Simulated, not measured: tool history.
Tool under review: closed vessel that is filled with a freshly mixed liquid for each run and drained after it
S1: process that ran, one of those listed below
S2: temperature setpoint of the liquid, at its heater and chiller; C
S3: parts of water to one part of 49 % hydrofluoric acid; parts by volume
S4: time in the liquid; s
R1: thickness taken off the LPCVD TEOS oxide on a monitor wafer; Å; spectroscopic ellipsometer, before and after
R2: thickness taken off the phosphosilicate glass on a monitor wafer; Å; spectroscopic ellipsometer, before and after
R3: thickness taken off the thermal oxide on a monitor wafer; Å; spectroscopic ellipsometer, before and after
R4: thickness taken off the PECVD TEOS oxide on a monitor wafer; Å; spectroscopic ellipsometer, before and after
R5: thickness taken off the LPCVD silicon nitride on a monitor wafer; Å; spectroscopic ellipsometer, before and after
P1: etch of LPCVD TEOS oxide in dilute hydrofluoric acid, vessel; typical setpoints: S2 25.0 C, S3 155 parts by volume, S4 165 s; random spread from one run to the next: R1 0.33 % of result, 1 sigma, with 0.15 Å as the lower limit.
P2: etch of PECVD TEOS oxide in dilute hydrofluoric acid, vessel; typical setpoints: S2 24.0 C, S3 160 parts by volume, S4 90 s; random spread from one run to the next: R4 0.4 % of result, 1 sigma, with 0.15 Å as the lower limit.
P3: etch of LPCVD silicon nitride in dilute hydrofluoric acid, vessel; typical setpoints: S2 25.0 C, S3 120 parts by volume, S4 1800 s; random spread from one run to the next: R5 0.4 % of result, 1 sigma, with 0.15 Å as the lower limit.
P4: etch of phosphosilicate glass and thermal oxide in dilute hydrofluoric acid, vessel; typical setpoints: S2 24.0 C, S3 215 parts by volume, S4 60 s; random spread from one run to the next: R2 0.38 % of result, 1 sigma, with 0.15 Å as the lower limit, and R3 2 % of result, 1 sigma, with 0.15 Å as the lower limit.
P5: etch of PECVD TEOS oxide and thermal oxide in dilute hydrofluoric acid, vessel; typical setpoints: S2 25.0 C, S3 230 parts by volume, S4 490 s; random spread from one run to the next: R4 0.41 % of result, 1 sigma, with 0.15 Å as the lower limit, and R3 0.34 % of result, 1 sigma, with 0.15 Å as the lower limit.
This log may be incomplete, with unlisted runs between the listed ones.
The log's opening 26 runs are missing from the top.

run 27 hour=319.8 | S1=P1 S2=17.0 S3=155 S4=165 | R1=124.660
run 28 hour=328.4 | S1=P5 S2=25.0 S3=355 S4=490 | R3=48.0800 R4=188.130
run 29 hour=342.0 | S1=P5 S2=33.0 S3=230 S4=490 | R3=109.7100 R4=431.960
run 30 hour=354.0 | S1=P1 S2=18.0 S3=70 S4=165 | R1=317.360
run 31 hour=368.5 | S1=P2 S2=18.0 S3=160 S4=90 | R4=43.789
run 32 hour=385.6 | S1=P2 S2=24.0 S3=65 S4=90 | R4=152.760
run 33 hour=400.0 | S1=P1 S2=25.0 S3=155 S4=165 | R1=171.480
run 34 hour=412.8 | S1=P1 S2=25.0 S3=155 S4=165 | R1=164.830
run 35 hour=427.8 | S1=P1 S2=25.0 S3=155 S4=165 | R1=162.250
run 36 hour=435.5 | S1=P1 S2=25.0 S3=155 S4=165 | R1=161.270
run 37 hour=447.4 | S1=P1 S2=25.0 S3=155 S4=165 | R1=159.280
run 38 hour=455.0 | S1=P1 S2=25.0 S3=155 S4=165 | R1=159.900
run 39 hour=464.5 | S1=P1 S2=25.0 S3=155 S4=165 | R1=160.000
run 40 hour=472.0 | S1=P1 S2=25.0 S3=155 S4=165 | R1=158.370

Run 41 is up next; what results do you expect?
run 41 hour=487.2 | S1=P1 S2=25.0 S3=155 S4=165 | R1=?

R1: 159.360 Å
